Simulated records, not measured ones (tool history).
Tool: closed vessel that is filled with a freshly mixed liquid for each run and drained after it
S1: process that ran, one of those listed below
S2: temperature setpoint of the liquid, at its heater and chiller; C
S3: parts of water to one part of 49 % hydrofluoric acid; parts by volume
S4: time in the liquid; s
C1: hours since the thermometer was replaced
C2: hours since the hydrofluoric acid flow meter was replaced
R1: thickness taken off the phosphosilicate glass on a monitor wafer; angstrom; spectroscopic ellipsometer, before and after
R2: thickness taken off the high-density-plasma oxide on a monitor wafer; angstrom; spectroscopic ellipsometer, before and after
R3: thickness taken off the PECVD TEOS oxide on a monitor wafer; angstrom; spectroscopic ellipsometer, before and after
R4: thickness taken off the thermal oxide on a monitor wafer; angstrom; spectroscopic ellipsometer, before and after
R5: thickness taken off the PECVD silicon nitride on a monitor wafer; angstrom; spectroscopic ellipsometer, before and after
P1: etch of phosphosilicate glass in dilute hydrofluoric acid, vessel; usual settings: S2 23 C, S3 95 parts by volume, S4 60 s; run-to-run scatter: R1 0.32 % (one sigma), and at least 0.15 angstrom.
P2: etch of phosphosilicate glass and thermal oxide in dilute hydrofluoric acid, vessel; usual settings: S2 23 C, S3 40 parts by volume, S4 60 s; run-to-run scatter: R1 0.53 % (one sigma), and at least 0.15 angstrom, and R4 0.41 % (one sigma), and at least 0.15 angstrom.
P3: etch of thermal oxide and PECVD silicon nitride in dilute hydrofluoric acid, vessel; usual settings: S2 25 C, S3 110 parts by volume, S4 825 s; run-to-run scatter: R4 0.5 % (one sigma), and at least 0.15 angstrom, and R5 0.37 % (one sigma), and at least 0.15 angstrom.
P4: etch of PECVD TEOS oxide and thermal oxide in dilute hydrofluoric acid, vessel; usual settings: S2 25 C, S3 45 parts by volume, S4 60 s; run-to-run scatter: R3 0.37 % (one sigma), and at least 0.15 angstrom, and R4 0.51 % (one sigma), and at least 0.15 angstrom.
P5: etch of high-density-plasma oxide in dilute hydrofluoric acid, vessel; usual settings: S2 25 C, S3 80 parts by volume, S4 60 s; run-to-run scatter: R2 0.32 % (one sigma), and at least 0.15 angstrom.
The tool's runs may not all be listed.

{"run": 1, "hour": 5.4, "S1": "P1", "S2": 23, "S3": 95, "S4": 60, "C1": 1001.5, "C2": 477.8, "R1": 374.29}
{"run": 2, "hour": 9.5, "S1": "P1", "S2": 23, "S3": 95, "S4": 60, "C1": 1005.6, "C2": 481.9, "R1": 371.69}
{"run": 3, "hour": 15.4, "S1": "P1", "S2": 23, "S3": 20, "S4": 60, "C1": 1011.5, "C2": 487.8, "R1": 1948.2}
{"run": 4, "hour": 20.1, "S1": "P5", "S2": 25, "S3": 80, "S4": 60, "C1": 1016.2, "C2": 492.5, "R2": 89.705}
{"run": 5, "hour": 24.4, "S1": "P5", "S2": 25, "S3": 80, "S4": 30, "C1": 1020.5, "C2": 496.8, "R2": 44.886}
{"run": 6, "hour": 32.6, "S1": "P1", "S2": 23, "S3": 175, "S4": 60, "C1": 1028.7, "C2": 505, "R1": 184.91}
{"run": 7, "hour": 38.9, "S1": "P1", "S2": 23, "S3": 95, "S4": 30, "C1": 1035, "C2": 511.3, "R1": 185.94}
{"run": 8, "hour": 47.8, "S1": "P4", "S2": 32.5, "S3": 45, "S4": 60, "C1": 1043.9, "C2": 520.2, "R3": 469.85, "R4": 92.225}
{"run": 9, "hour": 52.0, "S1": "P1", "S2": 23, "S3": 150, "S4": 30, "C1": 1048.1, "C2": 524.4, "R1": 110.66}
{"run": 10, "hour": 58.1, "S1": "P3", "S2": 25, "S3": 110, "S4": 1290, "C1": 1054.2, "C2": 530.5, "R4": 558.1, "R5": 732.8}
{"run": 11, "hour": 62.6, "S1": "P1", "S2": 23, "S3": 95, "S4": 60, "C1": 1058.7, "C2": 535, "R1": 373.2}
{"run": 12, "hour": 69.3, "S1": "P5", "S2": 25, "S3": 50, "S4": 60, "C1": 1065.4, "C2": 541.7, "R2": 148.25}
{"run": 13, "hour": 78.1, "S1": "P4", "S2": 25, "S3": 75, "S4": 60, "C1": 1074.2, "C2": 550.5, "R3": 201.4, "R4": 39.546}
{"run": 14, "hour": 83.4, "S1": "P1", "S2": 30.5, "S3": 95, "S4": 60, "C1": 1079.5, "C2": 555.8, "R1": 497.81}
{"run": 15, "hour": 90.9, "S1": "P1", "S2": 23, "S3": 40, "S4": 30, "C1": 1087, "C2": 563.3, "R1": 474.9}
{"run": 16, "hour": 95.7, "S1": "P2", "S2": 23, "S3": 40, "S4": 30, "C1": 1091.8, "C2": 568.1, "R1": 526.32, "R4": 37.092}
{"run": 17, "hour": 104.2, "S1": "P4", "S2": 25, "S3": 45, "S4": 110, "C1": 1100.3, "C2": 576.6, "R3": 639.82, "R4": 124.11}
{"run": 18, "hour": 113.0, "S1": "P1", "S2": 23, "S3": 95, "S4": 60, "C1": 1109.1, "C2": 585.4, "R1": 371.38}
{"run": 19, "hour": 119.5, "S1": "P3", "S2": 25, "S3": 110, "S4": 825, "C1": 1115.6, "C2": 591.9, "R4": 355.81, "R5": 469.27}
{"run": 20, "hour": 128.3, "S1": "P1", "S2": 23, "S3": 95, "S4": 60, "C1": 1124.4, "C2": 600.7, "R1": 374.49}
{"run": 21, "hour": 136.8, "S1": "P4", "S2": 25, "S3": 45, "S4": 60, "C1": 1132.9, "C2": 609.2, "R3": 346.62, "R4": 68.566}
{"run": 22, "hour": 141.8, "S1": "P2", "S2": 23, "S3": 70, "S4": 60, "C1": 1137.9, "C2": 614.2, "R1": 580.7, "R4": 41.313}
{"run": 23, "hour": 149.4, "S1": "P4", "S2": 25, "S3": 45, "S4": 60, "C1": 1145.5, "C2": 621.8, "R3": 346.46, "R4": 68.347}
{"run": 24, "hour": 154.2, "S1": "P2", "S2": 23, "S3": 40, "S4": 60, "C1": 1150.3, "C2": 626.6, "R1": 1041.7, "R4": 74.744}
{"run": 25, "hour": 160.9, "S1": "P1", "S2": 17.5, "S3": 95, "S4": 60, "C1": 1157, "C2": 633.3, "R1": 296.6}
{"run": 26, "hour": 169.5, "S1": "P3", "S2": 25, "S3": 55, "S4": 825, "C1": 1165.6, "C2": 641.9, "R4": 765.85, "R5": 922.82}
{"run": 27, "hour": 175.0, "S1": "P1", "S2": 18, "S3": 55, "S4": 60, "C1": 1171.1, "C2": 647.4, "R1": 546.75}
{"run": 28, "hour": 181.0, "S1": "P5", "S2": 21, "S3": 80, "S4": 60, "C1": 1177.1, "C2": 653.4, "R2": 76.808}
{"run": 29, "hour": 189.8, "S1": "P1", "S2": 23, "S3": 95, "S4": 60, "C1": 1185.9, "C2": 662.2, "R1": 372.04}
{"run": 30, "hour": 196.4, "S1": "P2", "S2": 28, "S3": 40, "S4": 60, "C1": 1192.5, "C2": 668.8, "R1": 1276.3, "R4": 91.485}
{"run": 31, "hour": 203.2, "S1": "P1", "S2": 23, "S3": 95, "S4": 110, "C1": 1199.3, "C2": 675.6, "R1": 681.48}
{"run": 32, "hour": 209.8, "S1": "P1", "S2": 23, "S3": 95, "S4": 60, "C1": 1205.9, "C2": 682.2, "R1": 373.06}

Forecast run 33:
{"run": 33, "hour": 215.9, "S1": "P3", "S2": 21, "S3": 110, "S4": 825, "C1": 1212, "C2": 688.3, "R4": "?", "R5": "?"}

{"run 33": {"R4": 303.36, "R5": 358.81}}
